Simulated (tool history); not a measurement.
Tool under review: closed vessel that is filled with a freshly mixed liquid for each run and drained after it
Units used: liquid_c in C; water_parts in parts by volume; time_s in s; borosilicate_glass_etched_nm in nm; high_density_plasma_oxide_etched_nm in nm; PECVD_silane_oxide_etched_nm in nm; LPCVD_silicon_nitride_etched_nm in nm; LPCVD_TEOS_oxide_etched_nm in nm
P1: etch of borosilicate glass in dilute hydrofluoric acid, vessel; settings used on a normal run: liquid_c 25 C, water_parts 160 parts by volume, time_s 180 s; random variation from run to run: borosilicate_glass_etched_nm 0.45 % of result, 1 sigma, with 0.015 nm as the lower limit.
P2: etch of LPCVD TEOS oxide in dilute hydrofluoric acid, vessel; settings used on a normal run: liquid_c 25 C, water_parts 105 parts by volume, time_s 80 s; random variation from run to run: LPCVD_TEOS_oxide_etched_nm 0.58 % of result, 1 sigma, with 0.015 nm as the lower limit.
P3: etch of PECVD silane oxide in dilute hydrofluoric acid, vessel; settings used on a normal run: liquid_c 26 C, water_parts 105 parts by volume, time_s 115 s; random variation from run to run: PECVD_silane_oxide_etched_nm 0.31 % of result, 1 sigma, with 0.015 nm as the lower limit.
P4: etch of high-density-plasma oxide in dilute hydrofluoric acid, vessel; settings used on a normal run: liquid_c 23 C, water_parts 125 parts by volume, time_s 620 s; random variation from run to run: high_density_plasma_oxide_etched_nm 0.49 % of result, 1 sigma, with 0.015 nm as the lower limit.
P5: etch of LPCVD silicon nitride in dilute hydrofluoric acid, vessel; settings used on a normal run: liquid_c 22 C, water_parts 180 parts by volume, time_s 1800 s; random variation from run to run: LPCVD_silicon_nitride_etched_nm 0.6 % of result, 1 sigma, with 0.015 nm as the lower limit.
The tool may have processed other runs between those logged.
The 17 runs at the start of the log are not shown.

run,hour,process,liquid_c,water_parts,time_s,hours since the thermometer was replaced,hours since the hydrofluoric acid flow meter was replaced,borosilicate_glass_etched_nm,high_density_plasma_oxide_etched_nm,PECVD_silane_oxide_etched_nm,LPCVD_silicon_nitride_etched_nm,LPCVD_TEOS_oxide_etched_nm
18,126.1,P1,25,160,180,1089.3,609.7,40.223,,,,
19,131.8,P2,20.5,105,80,1095,615.4,,,,,10.71
20,139.1,P5,29.5,180,1800,1102.3,622.7,,,,7.3337,
21,144.5,P2,25,30,80,1107.7,628.1,,,,,49.15
22,153.1,P1,25,160,180,1116.3,636.7,40.919,,,,
23,162.3,P1,25,160,80,1125.5,645.9,18.139,,,,
24,169,P3,26,60,115,1132.2,652.6,,,35.379,,
25,174.4,P5,22,180,1800,1137.6,658,,,,4.5568,
26,179.5,P1,25,85,180,1142.7,663.1,83.533,,,,
27,185.9,P4,23,45,620,1149.1,669.5,,160.97,,,
28,194.3,P4,23,125,335,1157.5,677.9,,28.526,,,
29,202,P1,25,160,180,1165.2,685.6,40.537,,,,
30,206.3,P3,26,105,115,1169.5,689.9,,,18.902,,
31,213.3,P2,25,105,120,1176.5,696.9,,,,,19.139
32,217.5,P5,22,45,1800,1180.7,701.1,,,,17.677,
33,222.3,P1,31.5,160,325,1185.5,705.9,93.33,,,,
34,231.2,P2,25,105,80,1194.4,714.8,,,,,12.708
35,239.9,P1,25,160,180,1203.1,723.5,40.719,,,,
36,244.5,P1,25,160,180,1207.7,728.1,41.481,,,,
37,251.1,P1,25,160,180,1214.3,734.7,42.651,,,,
38,258.8,P1,25,160,180,1222,742.4,43.192,,,,
39,264.9,P1,25,160,180,1228.1,748.5,43.677,,,,
40,274.1,P1,25,160,180,1237.3,757.7,43.812,,,,
41,283.1,P1,25,160,180,1246.3,766.7,44.31,,,,

Forecast run 42:
42,288.8,P1,25,160,180,1252,772.4,?,,,,

Run 42 yielded borosilicate_glass_etched_nm 43.794 nm.

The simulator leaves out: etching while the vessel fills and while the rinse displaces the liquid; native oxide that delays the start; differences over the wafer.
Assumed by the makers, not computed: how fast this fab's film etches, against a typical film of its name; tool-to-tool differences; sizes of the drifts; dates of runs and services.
